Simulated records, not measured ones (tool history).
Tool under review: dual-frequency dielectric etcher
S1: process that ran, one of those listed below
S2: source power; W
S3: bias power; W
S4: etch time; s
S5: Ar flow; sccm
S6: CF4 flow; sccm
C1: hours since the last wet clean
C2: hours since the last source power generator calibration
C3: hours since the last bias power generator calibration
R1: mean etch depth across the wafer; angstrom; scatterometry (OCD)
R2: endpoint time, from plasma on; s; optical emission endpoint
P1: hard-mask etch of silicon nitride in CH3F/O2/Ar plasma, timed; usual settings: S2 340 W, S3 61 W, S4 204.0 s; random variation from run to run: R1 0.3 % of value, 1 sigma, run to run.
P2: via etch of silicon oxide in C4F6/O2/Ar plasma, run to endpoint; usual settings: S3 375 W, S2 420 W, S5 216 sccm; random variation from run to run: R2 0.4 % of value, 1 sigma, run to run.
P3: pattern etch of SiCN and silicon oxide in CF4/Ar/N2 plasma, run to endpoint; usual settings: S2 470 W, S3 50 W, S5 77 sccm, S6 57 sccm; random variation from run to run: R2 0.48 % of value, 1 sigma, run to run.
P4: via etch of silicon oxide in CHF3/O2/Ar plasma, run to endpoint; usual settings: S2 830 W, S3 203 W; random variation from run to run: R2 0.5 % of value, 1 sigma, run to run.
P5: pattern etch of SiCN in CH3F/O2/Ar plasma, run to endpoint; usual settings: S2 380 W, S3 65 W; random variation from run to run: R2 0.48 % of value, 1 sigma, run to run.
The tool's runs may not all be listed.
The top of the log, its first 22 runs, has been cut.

| run | hour | S1 | S2 | S3 | S4 | S5 | S6 | C1 | C2 | C3 | R1 | R2 |
|---|---|---|---|---|---|---|---|---|---|---|---|---|
| 23 | 91.2 | P1 | 220 | 61 | 204.0 |  |  | 390.9 | 1762.3 | 65.8 | 1076.3 |  |
| 24 | 94.8 | P1 | 240 | 76 | 204.0 |  |  | 394.5 | 1765.9 | 69.4 | 1199.2 |  |
| 25 | 98.0 | P3 | 470 | 70 |  | 77 | 57 | 397.7 | 1769.1 | 72.6 |  | 17.525 |
| 26 | 102.1 | P4 | 830 | 255 |  |  |  | 401.8 | 1773.2 | 76.7 |  | 291.230 |
| 27 | 107.7 | P1 | 340 | 47 | 204.0 |  |  | 407.4 | 1778.8 | 82.3 | 1169.3 |  |
| 28 | 111.7 | P1 | 420 | 61 | 204.0 |  |  | 411.4 | 1782.8 | 86.3 | 1382.5 |  |
| 29 | 115.5 | P1 | 340 | 61 | 204.0 |  |  | 415.2 | 1786.6 | 90.1 | 1274.1 |  |
| 30 | 120.4 | P1 | 340 | 61 | 204.0 |  |  | 420.1 | 1791.5 | 95.0 | 1270.0 |  |
| 31 | 124.4 | P1 | 340 | 61 | 204.0 |  |  | 424.1 | 1795.5 | 99.0 | 1264.4 |  |
| 32 | 127.3 | P1 | 340 | 61 | 204.0 |  |  | 427.0 | 1798.4 | 101.9 | 1248.1 |  |
| 33 | 132.9 | P1 | 340 | 61 | 204.0 |  |  | 432.6 | 1804.0 | 107.5 | 1258.9 |  |

Predict the results of run 34:
|  | 135.7 | wet clean of the chamber |
| 34 | 138.0 | P1 | 340 | 61 | 204.0 |  |  | 2.3 | 1809.1 | 112.6 | ? |  |

Run 34 came out at R1 1248.5 angstrom.
